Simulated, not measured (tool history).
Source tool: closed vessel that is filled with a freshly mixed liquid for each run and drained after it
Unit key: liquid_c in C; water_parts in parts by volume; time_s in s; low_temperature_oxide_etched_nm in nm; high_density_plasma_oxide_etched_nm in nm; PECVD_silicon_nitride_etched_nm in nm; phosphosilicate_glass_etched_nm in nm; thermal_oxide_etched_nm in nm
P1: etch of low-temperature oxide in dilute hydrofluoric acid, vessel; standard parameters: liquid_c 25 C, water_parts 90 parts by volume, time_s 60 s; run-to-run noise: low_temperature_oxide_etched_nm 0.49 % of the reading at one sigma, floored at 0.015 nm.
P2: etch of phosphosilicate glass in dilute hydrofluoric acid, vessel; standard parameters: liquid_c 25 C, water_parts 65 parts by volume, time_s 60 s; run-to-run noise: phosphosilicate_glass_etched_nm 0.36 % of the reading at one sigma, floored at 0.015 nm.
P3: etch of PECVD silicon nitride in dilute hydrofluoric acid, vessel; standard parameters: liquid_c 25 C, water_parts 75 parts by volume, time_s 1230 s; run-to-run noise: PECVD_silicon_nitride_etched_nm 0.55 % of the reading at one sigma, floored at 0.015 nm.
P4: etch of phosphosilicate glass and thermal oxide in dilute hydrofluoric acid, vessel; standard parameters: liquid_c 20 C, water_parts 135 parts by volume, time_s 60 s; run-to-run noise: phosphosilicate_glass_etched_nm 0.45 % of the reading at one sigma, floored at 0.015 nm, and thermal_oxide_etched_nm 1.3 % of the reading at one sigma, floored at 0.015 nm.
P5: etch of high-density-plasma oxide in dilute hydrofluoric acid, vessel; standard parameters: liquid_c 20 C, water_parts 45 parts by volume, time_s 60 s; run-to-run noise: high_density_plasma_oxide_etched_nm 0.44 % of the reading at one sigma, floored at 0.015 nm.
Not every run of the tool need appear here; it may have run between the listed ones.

| run | hour | process | liquid_c | water_parts | time_s | hours since the thermometer was replaced | hours since the hydrofluoric acid flow meter was replaced | low_temperature_oxide_etched_nm | high_density_plasma_oxide_etched_nm | PECVD_silicon_nitride_etched_nm | phosphosilicate_glass_etched_nm | thermal_oxide_etched_nm |
|---|---|---|---|---|---|---|---|---|---|---|---|---|
| 1 | 7.1 | P1 | 25 | 90 | 60 | 863.2 | 1210.2 | 12.442 |  |  |  |  |
| 2 | 15.8 | P1 | 25 | 90 | 60 | 871.9 | 1218.9 | 12.386 |  |  |  |  |
| 3 | 24.1 | P5 | 20 | 45 | 60 | 880.2 | 1227.2 |  | 6.2731 |  |  |  |
| 4 | 28.9 | P1 | 19 | 90 | 60 | 885 | 1232 | 9.8605 |  |  |  |  |
| 5 | 35.4 | P3 | 25 | 75 | 1230 | 891.5 | 1238.5 |  |  | 48.221 |  |  |
| 6 | 44.6 | P2 | 30.5 | 65 | 60 | 900.7 | 1247.7 |  |  |  | 213.91 |  |
| 7 | 49.7 | P1 | 25 | 90 | 60 | 905.8 | 1252.8 | 12.42 |  |  |  |  |
| 8 | 57.3 | P2 | 25 | 105 | 60 | 913.4 | 1260.4 |  |  |  | 101.67 |  |
| 9 | 62.8 | P3 | 25 | 75 | 170 | 918.9 | 1265.9 |  |  | 6.6415 |  |  |
| 10 | 71.5 | P4 | 17 | 135 | 60 | 927.6 | 1274.6 |  |  |  | 63.999 | 1.6695 |
| 11 | 77.5 | P1 | 21 | 90 | 105 | 933.6 | 1280.6 | 18.382 |  |  |  |  |
| 12 | 82.7 | P2 | 25 | 65 | 115 | 938.8 | 1285.8 |  |  |  | 331.24 |  |
| 13 | 91.3 | P1 | 25 | 90 | 30 | 947.4 | 1294.4 | 6.2502 |  |  |  |  |
| 14 | 100.3 | P5 | 25.5 | 45 | 60 | 956.4 | 1303.4 |  | 7.8672 |  |  |  |
| 15 | 109.3 | P1 | 25 | 50 | 60 | 965.4 | 1312.4 | 23.664 |  |  |  |  |
| 16 | 117.2 | P5 | 20 | 75 | 60 | 973.3 | 1320.3 |  | 3.5856 |  |  |  |
|  | 124.1 | hydrofluoric acid flow meter replaced |
| 17 | 124.2 | P5 | 20 | 45 | 85 | 980.3 | 0.1 |  | 8.8925 |  |  |  |
| 18 | 129.7 | P2 | 25 | 65 | 60 | 985.8 | 5.6 |  |  |  | 172.92 |  |
| 19 | 134.6 | P1 | 25 | 90 | 60 | 990.7 | 10.5 | 12.427 |  |  |  |  |
| 20 | 141.9 | P1 | 33 | 90 | 60 | 998 | 17.8 | 16.894 |  |  |  |  |
| 21 | 150.9 | P4 | 20 | 65 | 60 | 1007 | 26.8 |  |  |  | 162.65 | 4.2438 |
| 22 | 156.4 | P3 | 17 | 75 | 1230 | 1012.5 | 32.3 |  |  | 27.818 |  |  |
| 23 | 165 | P3 | 25 | 75 | 1230 | 1021.1 | 40.9 |  |  | 48.602 |  |  |

Run 24, settings as shown, results not yet in. Your forecast:
| 24 | 172.3 | P1 | 25 | 90 | 110 | 1028.4 | 48.2 | ? |  |  |  |  |

{"run 24": {"low_temperature_oxide_etched_nm": 22.922}}

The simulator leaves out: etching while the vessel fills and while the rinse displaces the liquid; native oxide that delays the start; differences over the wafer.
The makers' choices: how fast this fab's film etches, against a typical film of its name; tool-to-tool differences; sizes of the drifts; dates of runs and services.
